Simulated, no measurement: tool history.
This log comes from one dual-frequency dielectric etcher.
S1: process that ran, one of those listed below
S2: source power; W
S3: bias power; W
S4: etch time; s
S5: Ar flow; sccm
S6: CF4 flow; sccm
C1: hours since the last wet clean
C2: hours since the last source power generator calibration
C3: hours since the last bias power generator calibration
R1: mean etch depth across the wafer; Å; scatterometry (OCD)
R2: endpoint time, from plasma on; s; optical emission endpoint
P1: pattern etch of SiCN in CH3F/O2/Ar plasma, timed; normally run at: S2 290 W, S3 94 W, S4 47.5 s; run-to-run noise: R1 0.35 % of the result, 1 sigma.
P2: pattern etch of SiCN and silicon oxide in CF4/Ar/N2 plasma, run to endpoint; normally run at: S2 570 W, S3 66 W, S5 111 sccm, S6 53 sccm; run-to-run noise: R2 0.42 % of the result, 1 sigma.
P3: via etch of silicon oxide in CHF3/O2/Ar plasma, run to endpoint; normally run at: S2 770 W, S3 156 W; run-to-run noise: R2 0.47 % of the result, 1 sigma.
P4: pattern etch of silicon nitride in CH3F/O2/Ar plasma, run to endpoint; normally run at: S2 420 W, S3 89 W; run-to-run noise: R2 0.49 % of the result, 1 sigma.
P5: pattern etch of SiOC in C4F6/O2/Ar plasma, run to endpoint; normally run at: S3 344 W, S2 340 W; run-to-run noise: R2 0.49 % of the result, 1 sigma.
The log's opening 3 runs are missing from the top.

{"run": 4, "hour": 46.0, "S1": "P3", "S2": 770, "S3": 114, "C1": 394.1, "C2": 3251.9, "C3": 798.4, "R2": 428.62}
{"run": 5, "hour": 58.6, "S1": "P5", "S2": 280, "S3": 344, "C1": 406.7, "C2": 3264.5, "C3": 811, "R2": 15.799}
{"run": 6, "hour": 69.4, "S1": "P1", "S2": 290, "S3": 59, "S4": 47.5, "C1": 417.5, "C2": 3275.3, "C3": 821.8, "R1": 140.05}
{"run": 7, "hour": 84.2, "S1": "P5", "S2": 340, "S3": 202, "C1": 432.3, "C2": 3290.1, "C3": 836.6, "R2": 17.613}
{"run": 8, "hour": 100.2, "S1": "P1", "S2": 290, "S3": 94, "S4": 47.5, "C1": 448.3, "C2": 3306.1, "C3": 852.6, "R1": 165.74}
{"run": 9, "hour": 111.0, "S1": "P2", "S2": 570, "S3": 66, "S5": 83, "S6": 53, "C1": 459.1, "C2": 3316.9, "C3": 863.4, "R2": 16.579}
{"run": 10, "hour": 119.2, "S1": "P1", "S2": 350, "S3": 94, "S4": 28, "C1": 467.3, "C2": 3325.1, "C3": 871.6, "R1": 104.95}
{"run": 11, "hour": 129.2, "S1": "P4", "S2": 420, "S3": 89, "C1": 477.3, "C2": 3335.1, "C3": 881.6, "R2": 52.193}
{"run": 12, "hour": 144.2, "S1": "P1", "S2": 290, "S3": 94, "S4": 47.5, "C1": 492.3, "C2": 3350.1, "C3": 896.6, "R1": 166.13}
{"run": 13, "hour": 160.0, "S1": "P1", "S2": 400, "S3": 94, "S4": 47.5, "C1": 508.1, "C2": 3365.9, "C3": 912.4, "R1": 186.62}
{"run": 14, "hour": 168.2, "S1": "P1", "S2": 290, "S3": 94, "S4": 29, "C1": 516.3, "C2": 3374.1, "C3": 920.6, "R1": 101.07}
{"run": 15, "hour": 182.1, "S1": "P1", "S2": 290, "S3": 94, "S4": 47.5, "C1": 530.2, "C2": 3388, "C3": 934.5, "R1": 165.51}
{"run": 16, "hour": 189.1, "S1": "P5", "S2": 340, "S3": 344, "C1": 537.2, "C2": 3395, "C3": 941.5, "R2": 14.653}
{"run": 17, "hour": 199.2, "S1": "P4", "S2": 420, "S3": 117, "C1": 547.3, "C2": 3405.1, "C3": 951.6, "R2": 47.819}
{"run": 18, "hour": 213.6, "S1": "P1", "S2": 230, "S3": 111, "S4": 47.5, "C1": 561.7, "C2": 3419.5, "C3": 966, "R1": 162.75}
{"run": 19, "hour": 220.7, "S1": "P1", "S2": 290, "S3": 113, "S4": 47.5, "C1": 568.8, "C2": 3426.6, "C3": 973.1, "R1": 177.96}
{"run": 20, "hour": 230.9, "S1": "P2", "S2": 570, "S3": 66, "S5": 111, "S6": 65, "C1": 579, "C2": 3436.8, "C3": 983.3, "R2": 16.857}
{"run": 21, "hour": 239.1, "S1": "P2", "S2": 570, "S3": 66, "S5": 111, "S6": 53, "C1": 587.2, "C2": 3445, "C3": 991.5, "R2": 17.355}
{"run": 22, "hour": 254.4, "S1": "P3", "S2": 620, "S3": 156, "C1": 602.5, "C2": 3460.3, "C3": 1006.8, "R2": 423.24}
{"run": 23, "hour": 269.8, "S1": "P1", "S2": 290, "S3": 94, "S4": 62, "C1": 617.9, "C2": 3475.7, "C3": 1022.2, "R1": 216.45}
{"run": 24, "hour": 278.4, "S1": "P1", "S2": 290, "S3": 94, "S4": 47.5, "C1": 626.5, "C2": 3484.3, "C3": 1030.8, "R1": 165.43}

Forecast run 25:
{"run": 25, "hour": 291.3, "S1": "P3", "S2": 770, "S3": 156, "C1": 639.4, "C2": 3497.2, "C3": 1043.7, "R2": "?"}

Run 25 yielded R2 390.68 s.
